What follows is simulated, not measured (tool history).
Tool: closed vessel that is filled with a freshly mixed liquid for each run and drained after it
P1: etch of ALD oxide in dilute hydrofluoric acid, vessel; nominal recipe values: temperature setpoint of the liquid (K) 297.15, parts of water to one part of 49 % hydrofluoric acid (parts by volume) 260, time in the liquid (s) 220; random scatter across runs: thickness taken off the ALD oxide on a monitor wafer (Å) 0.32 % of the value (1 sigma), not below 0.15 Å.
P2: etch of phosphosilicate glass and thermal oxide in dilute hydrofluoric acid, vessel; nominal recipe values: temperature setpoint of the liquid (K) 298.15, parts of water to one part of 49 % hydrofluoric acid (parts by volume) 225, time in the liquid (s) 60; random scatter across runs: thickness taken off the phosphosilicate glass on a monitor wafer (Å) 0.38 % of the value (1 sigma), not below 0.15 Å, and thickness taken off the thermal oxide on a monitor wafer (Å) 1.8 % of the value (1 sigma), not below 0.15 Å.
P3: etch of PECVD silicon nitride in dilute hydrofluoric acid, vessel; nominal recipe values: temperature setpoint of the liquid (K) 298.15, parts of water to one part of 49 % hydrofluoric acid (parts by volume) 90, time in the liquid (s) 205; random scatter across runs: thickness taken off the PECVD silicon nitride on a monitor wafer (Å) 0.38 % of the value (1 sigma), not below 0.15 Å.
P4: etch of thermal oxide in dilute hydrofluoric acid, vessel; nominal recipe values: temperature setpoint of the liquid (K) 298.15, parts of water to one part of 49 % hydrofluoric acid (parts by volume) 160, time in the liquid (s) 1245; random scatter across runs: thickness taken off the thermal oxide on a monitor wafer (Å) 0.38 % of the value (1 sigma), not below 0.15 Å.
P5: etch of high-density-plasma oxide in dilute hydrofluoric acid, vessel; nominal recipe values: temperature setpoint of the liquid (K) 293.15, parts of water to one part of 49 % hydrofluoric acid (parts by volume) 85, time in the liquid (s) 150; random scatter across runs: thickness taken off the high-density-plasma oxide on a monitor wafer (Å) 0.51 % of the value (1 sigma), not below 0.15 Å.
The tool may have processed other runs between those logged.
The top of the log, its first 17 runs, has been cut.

run   hour  process that ran  temperature setpoint of the liquid (K)  parts of water to one part of 49 % hydrofluoric acid (parts by volume)  time in the liquid (s)  hours since the thermometer was replaced  hours since the hydrofluoric acid flow meter was replaced  thickness taken off the ALD oxide on a monitor wafer (Å)  thickness taken off the high-density-plasma oxide on a monitor wafer (Å)  thickness taken off the phosphosilicate glass on a monitor wafer (Å)  thickness taken off the thermal oxide on a monitor wafer (Å)  thickness taken off the PECVD silicon nitride on a monitor wafer (Å)
 18  180.2                P1                                  297.15                                                                     260                     220                                    1658.9                                                     1288.4                                                   154.290
 19  190.1                P3                                  298.15                                                                      90                     205                                    1668.8                                                     1298.3                                                                                                                                                                                                                                                                                                                                        55.407
 20  199.4                P4                                  298.15                                                                     250                    1245                                    1678.1                                                     1307.6                                                                                                                                                                                                                                                                216.5600
 21  208.9                P3                                  298.15                                                                      90                     325                                    1687.6                                                     1317.1                                                                                                                                                                                                                                                                                                                                        87.867
 22  218.6                P1                                  297.15                                                                     260                     220                                    1697.3                                                     1326.8                                                   153.770
 23  226.1                P1                                  302.65                                                                     260                     220                                    1704.8                                                     1334.3                                                   186.530
 24  234.1                P1                                  297.15                                                                     260                     220                                    1712.8                                                     1342.3                                                   154.180
 25  243.0                P1                                  297.15                                                                     400                     220                                    1721.7                                                     1351.2                                                    87.807
 26  250.5                P1                                  297.15                                                                     260                      55                                    1729.2                                                     1358.7                                                    38.648
 27  264.8                P2                                  298.15                                                                     225                      60                                    1743.5                                                     1373.0                                                                                                                                                                                                    439.05                                                       10.7240
 28  273.1                P1                                  297.15                                                                     260                     220                                    1751.8                                                     1381.3                                                   153.990
 29  285.8                P2                                  298.15                                                                     225                     105                                    1764.5                                                     1394.0                                                                                                                                                                                                    763.60                                                       19.3830
 30  292.6                P1                                  297.15                                                                     260                     370                                    1771.3                                                     1400.8                                                   259.940
 31  306.2                P1                                  297.15                                                                      70                     220                                    1784.9                                                     1414.4                                                   712.690
 32  313.9                P1                                  304.65                                                                     260                     350                                    1792.6                                                     1422.1                                                   317.060
 33  322.7                P4                                  291.65                                                                     160                    1245                                    1801.4                                                     1430.9                                                                                                                                                                                                                                                                291.1400
 34  331.9                P3                                  298.15                                                                      90                     205                                    1810.6                                                     1440.1                                                                                                                                                                                                                                                                                                                                        55.417

The next listed run, before its measurement:
 35  346.0                P1                                  297.15                                                                     260                     220                                    1824.7                                                     1454.2                                                         ?

{"run 35": {"thickness taken off the ALD oxide on a monitor wafer (Å)": 154.21}}
